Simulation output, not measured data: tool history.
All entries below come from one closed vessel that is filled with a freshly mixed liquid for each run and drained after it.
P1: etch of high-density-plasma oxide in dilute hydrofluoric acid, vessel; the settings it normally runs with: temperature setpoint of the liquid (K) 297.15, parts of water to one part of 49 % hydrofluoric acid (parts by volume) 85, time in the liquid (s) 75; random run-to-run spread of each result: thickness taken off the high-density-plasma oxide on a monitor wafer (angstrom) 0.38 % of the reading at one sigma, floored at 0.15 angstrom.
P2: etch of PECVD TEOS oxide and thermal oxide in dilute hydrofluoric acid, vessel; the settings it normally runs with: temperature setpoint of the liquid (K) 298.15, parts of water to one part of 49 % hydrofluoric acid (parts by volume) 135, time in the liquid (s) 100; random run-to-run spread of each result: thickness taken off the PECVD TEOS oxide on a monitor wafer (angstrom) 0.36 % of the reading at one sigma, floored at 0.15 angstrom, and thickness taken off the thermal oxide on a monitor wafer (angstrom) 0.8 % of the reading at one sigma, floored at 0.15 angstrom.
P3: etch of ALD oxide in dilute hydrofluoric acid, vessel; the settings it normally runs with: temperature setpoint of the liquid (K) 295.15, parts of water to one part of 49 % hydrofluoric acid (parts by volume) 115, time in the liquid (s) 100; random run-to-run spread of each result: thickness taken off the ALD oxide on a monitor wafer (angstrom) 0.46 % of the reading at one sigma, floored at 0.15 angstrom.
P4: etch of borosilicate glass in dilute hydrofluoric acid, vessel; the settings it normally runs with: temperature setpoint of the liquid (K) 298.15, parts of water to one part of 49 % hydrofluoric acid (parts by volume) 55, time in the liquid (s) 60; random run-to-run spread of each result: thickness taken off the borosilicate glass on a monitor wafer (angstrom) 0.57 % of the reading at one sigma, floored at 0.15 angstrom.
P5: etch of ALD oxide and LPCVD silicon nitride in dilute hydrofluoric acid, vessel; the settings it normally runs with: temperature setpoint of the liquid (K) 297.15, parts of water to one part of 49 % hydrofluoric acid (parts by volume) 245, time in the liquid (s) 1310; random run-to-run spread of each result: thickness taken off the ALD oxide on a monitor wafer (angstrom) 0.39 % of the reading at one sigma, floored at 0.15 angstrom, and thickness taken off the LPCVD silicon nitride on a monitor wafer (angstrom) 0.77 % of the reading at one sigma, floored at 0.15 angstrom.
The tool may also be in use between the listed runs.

| run | hour | process that ran | temperature setpoint of the liquid (K) | parts of water to one part of 49 % hydrofluoric acid (parts by volume) | time in the liquid (s) | hours since the thermometer was replaced | hours since the hydrofluoric acid flow meter was replaced | thickness taken off the high-density-plasma oxide on a monitor wafer (angstrom) | thickness taken off the ALD oxide on a monitor wafer (angstrom) | thickness taken off the PECVD TEOS oxide on a monitor wafer (angstrom) | thickness taken off the thermal oxide on a monitor wafer (angstrom) | thickness taken off the LPCVD silicon nitride on a monitor wafer (angstrom) | thickness taken off the borosilicate glass on a monitor wafer (angstrom) |
|---|---|---|---|---|---|---|---|---|---|---|---|---|---|
| 1 | 5.6 | P1 | 297.15 | 85 | 75 | 314.1 | 1279.9 | 76.818 |  |  |  |  |  |
| 2 | 9.6 | P3 | 295.15 | 165 | 100 | 318.1 | 1283.9 |  | 171.400 |  |  |  |  |
| 3 | 15.8 | P2 | 298.15 | 135 | 100 | 324.3 | 1290.1 |  |  | 63.145 | 32.821 |  |  |
| 4 | 22.3 | P2 | 298.15 | 135 | 100 | 330.8 | 1296.6 |  |  | 62.722 | 32.757 |  |  |
| 5 | 26.5 | P1 | 297.15 | 85 | 75 | 335.0 | 1300.8 | 76.235 |  |  |  |  |  |
| 6 | 31.6 | P1 | 297.15 | 85 | 75 | 340.1 | 1305.9 | 76.156 |  |  |  |  |  |
| 7 | 36.1 | P1 | 297.15 | 85 | 75 | 344.6 | 1310.4 | 75.917 |  |  |  |  |  |
| 8 | 41.3 | P1 | 301.65 | 140 | 75 | 349.8 | 1315.6 | 51.563 |  |  |  |  |  |
| 9 | 47.5 | P3 | 295.15 | 115 | 175 | 356.0 | 1321.8 |  | 456.140 |  |  |  |  |
| 10 | 51.0 | P5 | 297.15 | 245 | 40 | 359.5 | 1325.3 |  | 16.041 |  |  | 0.89239 |  |
| 11 | 55.1 | P1 | 297.15 | 130 | 75 | 363.6 | 1329.4 | 47.345 |  |  |  |  |  |
| 12 | 61.6 | P1 | 297.15 | 45 | 75 | 370.1 | 1335.9 | 152.490 |  |  |  |  |  |
| 13 | 69.0 | P5 | 297.15 | 245 | 1310 | 377.5 | 1343.3 |  | 527.880 |  |  | 27.86800 |  |
| 14 | 73.0 | P3 | 302.15 | 115 | 100 | 381.5 | 1347.3 |  | 339.620 |  |  |  |  |
| 15 | 77.6 | P5 | 297.15 | 245 | 1310 | 386.1 | 1351.9 |  | 530.050 |  |  | 27.40400 |  |
| 16 | 83.8 | P1 | 290.15 | 85 | 45 | 392.3 | 1358.1 | 34.277 |  |  |  |  |  |
| 17 | 91.0 | P4 | 298.15 | 55 | 30 | 399.5 | 1365.3 |  |  |  |  |  | 216.66 |
| 18 | 96.1 | P4 | 305.15 | 55 | 60 | 404.6 | 1370.4 |  |  |  |  |  | 571.32 |
| 19 | 102.4 | P3 | 295.15 | 115 | 100 | 410.9 | 1376.7 |  | 262.900 |  |  |  |  |
| 20 | 109.7 | P1 | 297.15 | 85 | 75 | 418.2 | 1384.0 | 77.210 |  |  |  |  |  |
| 21 | 113.5 | P1 | 305.15 | 85 | 75 | 422.0 | 1387.8 | 104.410 |  |  |  |  |  |
| 22 | 120.7 | P4 | 298.15 | 55 | 60 | 429.2 | 1395.0 |  |  |  |  |  | 432.11 |
| 23 | 127.9 | P1 | 290.15 | 85 | 75 | 436.4 | 1402.2 | 56.982 |  |  |  |  |  |
| 24 | 132.6 | P5 | 292.65 | 245 | 1310 | 441.1 | 1406.9 |  | 449.630 |  |  | 20.67400 |  |
| 25 | 137.2 | P1 | 297.15 | 85 | 35 | 445.7 | 1411.5 | 35.780 |  |  |  |  |  |
| 26 | 140.9 | P1 | 302.65 | 115 | 75 | 449.4 | 1415.2 | 67.050 |  |  |  |  |  |
| 27 | 147.8 | P2 | 298.15 | 70 | 100 | 456.3 | 1422.1 |  |  | 132.010 | 68.533 |  |  |
| 28 | 154.9 | P1 | 297.15 | 85 | 75 | 463.4 | 1429.2 | 76.351 |  |  |  |  |  |
| 29 | 159.0 | P2 | 290.65 | 135 | 100 | 467.5 | 1433.3 |  |  | 46.578 | 24.388 |  |  |
| 30 | 162.3 | P5 | 297.15 | 355 | 1310 | 470.8 | 1436.6 |  | 327.040 |  |  | 18.98800 |  |
| 31 | 168.1 | P4 | 298.15 | 100 | 60 | 476.6 | 1442.4 |  |  |  |  |  | 225.00 |
| 32 | 172.8 | P2 | 298.15 | 135 | 40 | 481.3 | 1447.1 |  |  | 25.113 | 12.868 |  |  |
| 33 | 177.1 | P1 | 297.15 | 85 | 135 | 485.6 | 1451.4 | 138.000 |  |  |  |  |  |
| 34 | 183.9 | P1 | 297.15 | 85 | 75 | 492.4 | 1458.2 | 76.786 |  |  |  |  |  |
| 35 | 187.5 | P1 | 297.15 | 85 | 75 | 496.0 | 1461.8 | 77.879 |  |  |  |  |  |
| 36 | 193.3 | P1 | 297.15 | 85 | 75 | 501.8 | 1467.6 | 79.669 |  |  |  |  |  |
| 37 | 198.7 | P1 | 297.15 | 85 | 75 | 507.2 | 1473.0 | 80.130 |  |  |  |  |  |
| 38 | 203.9 | P1 | 297.15 | 85 | 75 | 512.4 | 1478.2 | 81.215 |  |  |  |  |  |
| 39 | 209.6 | P1 | 297.15 | 85 | 75 | 518.1 | 1483.9 | 81.911 |  |  |  |  |  |
| 40 | 216.9 | P1 | 297.15 | 85 | 75 | 525.4 | 1491.2 | 81.144 |  |  |  |  |  |
| 41 | 222.1 | P1 | 297.15 | 85 | 75 | 530.6 | 1496.4 | 82.302 |  |  |  |  |  |
| 42 | 226.7 | P1 | 297.15 | 85 | 75 | 535.2 | 1501.0 | 82.320 |  |  |  |  |  |
| 43 | 231.5 | P1 | 297.15 | 85 | 75 | 540.0 | 1505.8 | 82.150 |  |  |  |  |  |
| 44 | 236.1 | P1 | 297.15 | 85 | 75 | 544.6 | 1510.4 | 82.810 |  |  |  |  |  |
| 45 | 240.9 | P1 | 297.15 | 85 | 75 | 549.4 | 1515.2 | 83.208 |  |  |  |  |  |

What P1 gives has crept off from where it sat before. The 2 causes that follow fit the log equally well, each at the size noted:
A: hydrofluoric acid flow above the setpoint (%) = 7.15
B: liquid hotter than its thermometer reads (K) = 1.93
At approximately hour 183.9, the process output began to creep.

The 4 check runs listed below each average the results of 2 wafers, and their outcomes are marked with question marks. Under which run would the listed causes produce clearly different results?
| check 1 | 245.7 | P3 | 295.15 | 115 | 100 |  |  |  | ? |  |  |  |  |
| check 2 | 245.7 | P2 | 298.15 | 135 | 100 |  |  |  |  | ? | ? |  |  |
| check 3 | 245.7 | P4 | 298.15 | 55 | 60 |  |  |  |  |  |  |  | ? |
| check 4 | 245.7 | P5 | 297.15 | 245 | 1310 |  |  |  | ? |  |  | ? |  |

Outcome of each check run for each possible cause:
| check | result | if A | if B |
|---|---|---|---|
| check 1 | thickness taken off the ALD oxide on a monitor wafer (angstrom) | 281.360 | 280.940 |
| check 2 | thickness taken off the PECVD TEOS oxide on a monitor wafer (angstrom) | 68.230 | 67.769 |
| check 2 | thickness taken off the thermal oxide on a monitor wafer (angstrom) | 35.384 | 35.146 |
| check 3 | thickness taken off the borosilicate glass on a monitor wafer (angstrom) | 464.47 | 466.26 |
| check 4 | thickness taken off the ALD oxide on a monitor wafer (angstrom) | 576.370 | 566.400 |
| check 4 | thickness taken off the LPCVD silicon nitride on a monitor wafer (angstrom) | 29.67400 | 31.21200 |
Minimum pairwise separation of causes per check, each pair taken at its best-separating result: check 1 0.15 %; check 2 0.68 %; check 3 0.38 %; check 4 5.05 %
The causes can be told apart only by check 4. The other checks would give nearly the same results under each of them.

After running check 4, the following was obtained: thickness taken off the ALD oxide on a monitor wafer (angstrom) 575.000; thickness taken off the LPCVD silicon nitride on a monitor wafer (angstrom) 29.65200. Which cause does this point to?

The correct cause is A, namely: hydrofluoric acid flow above the setpoint (%).

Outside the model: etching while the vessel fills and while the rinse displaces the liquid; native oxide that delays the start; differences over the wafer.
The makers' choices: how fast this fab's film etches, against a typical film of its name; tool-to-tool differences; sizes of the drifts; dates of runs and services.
